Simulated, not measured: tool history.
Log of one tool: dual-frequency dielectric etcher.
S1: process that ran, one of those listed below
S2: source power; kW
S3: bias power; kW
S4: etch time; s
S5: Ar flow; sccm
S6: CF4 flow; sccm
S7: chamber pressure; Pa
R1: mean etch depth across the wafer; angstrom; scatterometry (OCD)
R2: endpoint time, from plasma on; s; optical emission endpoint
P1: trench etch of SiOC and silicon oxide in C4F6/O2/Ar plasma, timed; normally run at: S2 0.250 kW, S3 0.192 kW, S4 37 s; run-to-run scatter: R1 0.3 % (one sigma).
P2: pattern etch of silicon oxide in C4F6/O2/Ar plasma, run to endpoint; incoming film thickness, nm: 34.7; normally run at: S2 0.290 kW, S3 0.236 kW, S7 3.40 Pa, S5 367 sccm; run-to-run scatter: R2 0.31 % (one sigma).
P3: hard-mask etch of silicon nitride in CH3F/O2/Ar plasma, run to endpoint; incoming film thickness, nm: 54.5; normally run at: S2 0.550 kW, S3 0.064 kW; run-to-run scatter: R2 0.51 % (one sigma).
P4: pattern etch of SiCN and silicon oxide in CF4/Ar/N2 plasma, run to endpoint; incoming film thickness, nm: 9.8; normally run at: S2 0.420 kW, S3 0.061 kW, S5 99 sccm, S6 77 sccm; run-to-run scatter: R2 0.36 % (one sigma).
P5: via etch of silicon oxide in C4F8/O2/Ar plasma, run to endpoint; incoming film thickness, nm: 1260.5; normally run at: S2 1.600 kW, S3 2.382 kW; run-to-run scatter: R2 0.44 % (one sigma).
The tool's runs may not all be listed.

run	day	S1	S2	S3	S4	S5	S6	S7	R1	R2
1	0.433	P1	0.250	0.192	37				639.75	
2	0.658	P5	1.600	2.382						252.060
3	1.112	P3	0.550	0.080						68.161
4	1.496	P4	0.420	0.061		132	77			13.597
5	1.754	P3	0.550	0.064						73.164
6	1.996	P2	0.290	0.236		367		4.07		11.445
7	2.258	P2	0.360	0.236		367		3.40		10.331
8	2.571	P4	0.420	0.061		99	77			13.035
9	3.079	P1	0.250	0.192	37				634.94	
10	3.442	P1	0.250	0.146	24				379.52	
11	3.729	P1	0.250	0.192	48				823.55	
12	4.242	P1	0.350	0.192	37				724.46	
13	4.512	P2	0.290	0.154		367		3.40		12.913
14	5.017	P5	1.600	2.382						251.850
15	5.279	P1	0.250	0.235	37				679.74	
16	5.500	P5	2.070	2.382						226.230
17	5.954	P1	0.250	0.192	37				635.35	
18	6.229	P1	0.250	0.117	37				541.50	
19	6.721	P2	0.290	0.236		367		3.40		11.223
20	7.050	P1	0.160	0.192	37				537.93	
21	7.479	P5	1.600	2.905						236.310

The next listed run, before its measurement:
22	7.996	P3	0.390	0.064						?

R2: 83.377 s

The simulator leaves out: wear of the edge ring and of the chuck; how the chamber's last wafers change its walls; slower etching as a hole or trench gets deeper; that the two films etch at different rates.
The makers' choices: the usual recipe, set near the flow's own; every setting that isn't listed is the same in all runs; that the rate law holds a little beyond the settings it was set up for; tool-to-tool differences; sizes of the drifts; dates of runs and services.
